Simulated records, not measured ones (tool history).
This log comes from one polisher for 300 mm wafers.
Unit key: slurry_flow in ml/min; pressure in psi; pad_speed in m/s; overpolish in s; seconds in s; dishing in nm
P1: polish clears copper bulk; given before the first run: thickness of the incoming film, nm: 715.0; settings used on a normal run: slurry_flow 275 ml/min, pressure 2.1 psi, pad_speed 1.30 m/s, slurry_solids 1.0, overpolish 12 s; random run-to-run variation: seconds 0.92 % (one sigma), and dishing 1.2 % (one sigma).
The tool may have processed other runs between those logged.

run 1 hour=9.3 | slurry_flow=275 pressure=2.1 pad_speed=1.30 slurry_solids=1.0 overpolish=12 | seconds=65.891 dishing=63.228
run 2 hour=21.8 | slurry_flow=275 pressure=2.1 pad_speed=1.30 slurry_solids=1.0 overpolish=12 | seconds=66.567 dishing=64.497
run 3 hour=29.5 | slurry_flow=165 pressure=2.1 pad_speed=1.30 slurry_solids=1.0 overpolish=4 | seconds=71.468 dishing=27.990
run 4 hour=38.9 | slurry_flow=275 pressure=2.1 pad_speed=1.30 slurry_solids=1.0 overpolish=12 | seconds=67.903 dishing=64.582
run 5 hour=46.3 | slurry_flow=275 pressure=2.1 pad_speed=1.30 slurry_solids=1.0 overpolish=12 | seconds=66.616 dishing=64.004
run 6 hour=53.4 | slurry_flow=275 pressure=2.1 pad_speed=1.30 slurry_solids=1.0 overpolish=4 | seconds=65.943 dishing=29.532
run 7 hour=60.0 | slurry_flow=275 pressure=2.1 pad_speed=1.30 slurry_solids=1.0 overpolish=12 | seconds=67.251 dishing=63.507
run 8 hour=71.9 | slurry_flow=165 pressure=2.1 pad_speed=1.30 slurry_solids=1.0 overpolish=12 | seconds=71.515 dishing=60.848
run 9 hour=78.7 | slurry_flow=275 pressure=2.1 pad_speed=0.62 slurry_solids=1.0 overpolish=12 | seconds=140.830 dishing=38.706
run 10 hour=86.4 | slurry_flow=275 pressure=2.1 pad_speed=1.30 slurry_solids=0.7 overpolish=12 | seconds=71.409 dishing=61.591
run 11 hour=97.9 | slurry_flow=275 pressure=2.1 pad_speed=1.30 slurry_solids=1.5 overpolish=12 | seconds=61.006 dishing=67.885
run 12 hour=106.9 | slurry_flow=400 pressure=2.1 pad_speed=1.30 slurry_solids=1.0 overpolish=12 | seconds=63.719 dishing=65.184
-- hour=110.4 slurry blender recalibrated
run 13 hour=112.9 | slurry_flow=275 pressure=2.1 pad_speed=2.06 slurry_solids=1.0 overpolish=12 | seconds=41.604 dishing=79.968
run 14 hour=122.2 | slurry_flow=275 pressure=3.1 pad_speed=1.30 slurry_solids=1.0 overpolish=12 | seconds=45.161 dishing=79.622
run 15 hour=127.9 | slurry_flow=275 pressure=2.1 pad_speed=1.30 slurry_solids=1.0 overpolish=12 | seconds=66.420 dishing=62.911
-- hour=131.1 slurry nozzle cleaned
run 16 hour=136.1 | slurry_flow=275 pressure=2.1 pad_speed=1.30 slurry_solids=1.0 overpolish=18 | seconds=66.829 dishing=75.513
run 17 hour=143.8 | slurry_flow=275 pressure=1.0 pad_speed=1.30 slurry_solids=1.0 overpolish=12 | seconds=141.240 dishing=35.625
run 18 hour=149.9 | slurry_flow=275 pressure=2.1 pad_speed=1.30 slurry_solids=1.0 overpolish=12 | seconds=66.769 dishing=63.249
run 19 hour=155.5 | slurry_flow=275 pressure=2.1 pad_speed=1.30 slurry_solids=1.0 overpolish=12 | seconds=67.203 dishing=63.697
run 20 hour=167.2 | slurry_flow=275 pressure=2.1 pad_speed=1.30 slurry_solids=1.0 overpolish=12 | seconds=68.647 dishing=62.855
run 21 hour=175.6 | slurry_flow=275 pressure=2.1 pad_speed=1.30 slurry_solids=1.0 overpolish=12 | seconds=70.108 dishing=62.468
run 22 hour=181.8 | slurry_flow=275 pressure=2.1 pad_speed=1.30 slurry_solids=1.0 overpolish=12 | seconds=69.902 dishing=60.727
-- hour=184.4 worn pad replaced by a new one
run 23 hour=193.3 | slurry_flow=275 pressure=2.1 pad_speed=1.30 slurry_solids=1.0 overpolish=12 | seconds=69.037 dishing=61.158
run 24 hour=200.9 | slurry_flow=275 pressure=2.1 pad_speed=1.30 slurry_solids=1.0 overpolish=12 | seconds=71.757 dishing=63.857
run 25 hour=207.4 | slurry_flow=275 pressure=2.1 pad_speed=1.30 slurry_solids=1.0 overpolish=12 | seconds=71.500 dishing=61.775
run 26 hour=216.4 | slurry_flow=275 pressure=2.1 pad_speed=1.30 slurry_solids=1.0 overpolish=12 | seconds=71.138 dishing=61.154
-- hour=217.8 head pressure recalibrated
run 27 hour=224.3 | slurry_flow=275 pressure=2.1 pad_speed=1.30 slurry_solids=1.0 overpolish=12 | seconds=71.164 dishing=61.177
run 28 hour=234.0 | slurry_flow=275 pressure=2.1 pad_speed=1.30 slurry_solids=1.0 overpolish=12 | seconds=70.368 dishing=62.280

Expected results for the next run?
run 29 hour=244.9 | slurry_flow=275 pressure=2.1 pad_speed=1.30 slurry_solids=1.0 overpolish=12 | seconds=? dishing=?

Run 29 came out at seconds 71.302 s, dishing 63.356 nm.
